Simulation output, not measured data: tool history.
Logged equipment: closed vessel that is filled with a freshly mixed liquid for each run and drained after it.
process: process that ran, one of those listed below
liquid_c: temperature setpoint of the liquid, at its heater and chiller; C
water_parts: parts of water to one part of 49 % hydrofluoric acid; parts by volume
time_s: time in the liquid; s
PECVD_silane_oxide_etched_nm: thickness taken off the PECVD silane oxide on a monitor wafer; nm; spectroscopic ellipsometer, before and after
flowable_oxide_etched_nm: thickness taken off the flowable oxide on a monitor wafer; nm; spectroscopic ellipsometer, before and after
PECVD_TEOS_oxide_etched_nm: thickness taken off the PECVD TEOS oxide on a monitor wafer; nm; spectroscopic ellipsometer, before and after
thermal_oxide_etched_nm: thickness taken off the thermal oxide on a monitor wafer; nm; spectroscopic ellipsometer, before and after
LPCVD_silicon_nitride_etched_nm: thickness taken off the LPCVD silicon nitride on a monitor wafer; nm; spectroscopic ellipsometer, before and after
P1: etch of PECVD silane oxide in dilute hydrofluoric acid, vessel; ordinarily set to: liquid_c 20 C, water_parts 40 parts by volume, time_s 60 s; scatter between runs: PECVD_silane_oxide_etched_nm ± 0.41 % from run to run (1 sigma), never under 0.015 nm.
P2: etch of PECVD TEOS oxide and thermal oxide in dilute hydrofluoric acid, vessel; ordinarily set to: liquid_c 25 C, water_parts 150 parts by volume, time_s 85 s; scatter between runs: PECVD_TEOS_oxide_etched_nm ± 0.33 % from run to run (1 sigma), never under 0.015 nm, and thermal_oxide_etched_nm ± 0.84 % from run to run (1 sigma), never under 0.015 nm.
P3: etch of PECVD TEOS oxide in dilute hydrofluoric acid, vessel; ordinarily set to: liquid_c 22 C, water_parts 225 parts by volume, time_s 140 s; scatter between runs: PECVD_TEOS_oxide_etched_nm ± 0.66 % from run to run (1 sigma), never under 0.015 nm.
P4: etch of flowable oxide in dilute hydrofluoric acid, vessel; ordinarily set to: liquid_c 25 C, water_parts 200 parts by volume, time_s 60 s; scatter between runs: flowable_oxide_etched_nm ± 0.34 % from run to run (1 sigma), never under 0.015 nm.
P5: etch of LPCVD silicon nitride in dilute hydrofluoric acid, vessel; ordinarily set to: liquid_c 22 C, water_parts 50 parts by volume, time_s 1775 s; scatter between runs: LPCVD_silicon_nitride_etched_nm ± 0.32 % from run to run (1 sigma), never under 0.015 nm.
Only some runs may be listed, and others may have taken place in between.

run   hour  process  liquid_c  water_parts  time_s  hours since the thermometer was replaced  hours since the hydrofluoric acid flow meter was replaced  PECVD_silane_oxide_etched_nm  flowable_oxide_etched_nm  PECVD_TEOS_oxide_etched_nm  thermal_oxide_etched_nm  LPCVD_silicon_nitride_etched_nm
  1   12.5       P1        20           40      60                                       671                                                      645.7                        51.232
  2   22.4       P4      19.5          200      60                                     680.9                                                      655.6                                                  10.589
  3   33.4       P2        25           40      85                                     691.9                                                      666.6                                                                              36.626                    11.42
  4     47       P1        20           70      60                                     705.5                                                      680.2                        28.551
  5   57.9       P5        22           50     505                                     716.4                                                      691.1                                                                                                                                        4.0422
  6   73.8       P1        20           40      30                                     732.3                                                        707                        25.752
  7   83.6       P3      30.5          225     140                                     742.1                                                      716.8                                                                              5.7489
  8   98.6       P1        20           40      60                                     757.1                                                      731.8                        51.357
  9  111.6       P2        20          150      85                                     770.1                                                      744.8                                                                              6.9695                    2.156
 10  125.4       P1        20           40      60                                     783.9                                                      758.6                        51.382
 11  137.1       P1      25.5           40      60                                     795.6                                                      770.3                        64.328
 12  145.7       P4        25          200      90                                     804.2                                                      778.9                                                  19.704
 13  162.8       P1        20           40      60                                     821.3                                                        796                        51.524
 14  178.5       P3        22           50     140                                       837                                                      811.7                                                                              23.037
 15  192.4       P3        22          225     270                                     850.9                                                      825.6                                                                              8.0523
 16  208.6       P1        20           20     100                                     867.1                                                      841.8                        175.47
 17  220.3       P5        30           50    1775                                     878.8                                                      853.5                                                                                                                                        24.105
 18  227.9       P2        25          150     155                                     886.4                                                      861.1                                                                              15.615                   4.8201
 19  244.3       P3        22          225     140                                     902.8                                                      877.5                                                                              4.1839
 20  256.6       P5        22           90    1775                                     915.1                                                      889.8                                                                                                                                         7.959
 21    271       P1        20           40      85                                     929.5                                                      904.2                        72.532
       280  -- thermometer replaced
 22  282.2       P5        22           50    1775                                       2.2                                                      915.4                                                                                                                                        14.215
 23  292.2       P1        17           40      60                                      12.2                                                      925.4                        44.942
 24    302       P2        25          150      85                                        22                                                      935.2                                                                              8.5004                   2.6506
 25  317.3       P4        25           65      60                                      37.3                                                      950.5                                                  47.414
 26  328.6       P4        25          200      60                                      48.6                                                      961.8                                                  13.022
 27  340.3       P1        25           20      60                                      60.3                                                      973.5                        130.08
 28    357       P1        20           20      60                                        77                                                      990.2                        104.94
 29  365.3       P1        20           60      30                                      85.3                                                      998.5                        16.637
 30  379.6       P5        22           50    1775                                      99.6                                                     1012.8                                                                                                                                        14.207
 31  391.5       P1        20           40      60                                     111.5                                                     1024.7                        51.063
 32  407.2       P1        20           40      60                                     127.2                                                     1040.4                         49.24
 33  417.6       P1        20           40      60                                     137.6                                                     1050.8                         49.09

Estimate the outcome of run 34 from the log above:
 34  432.9       P1        20           40      60                                     152.9                                                     1066.1                             ?

Run 34 yielded PECVD_silane_oxide_etched_nm 48.493 nm.
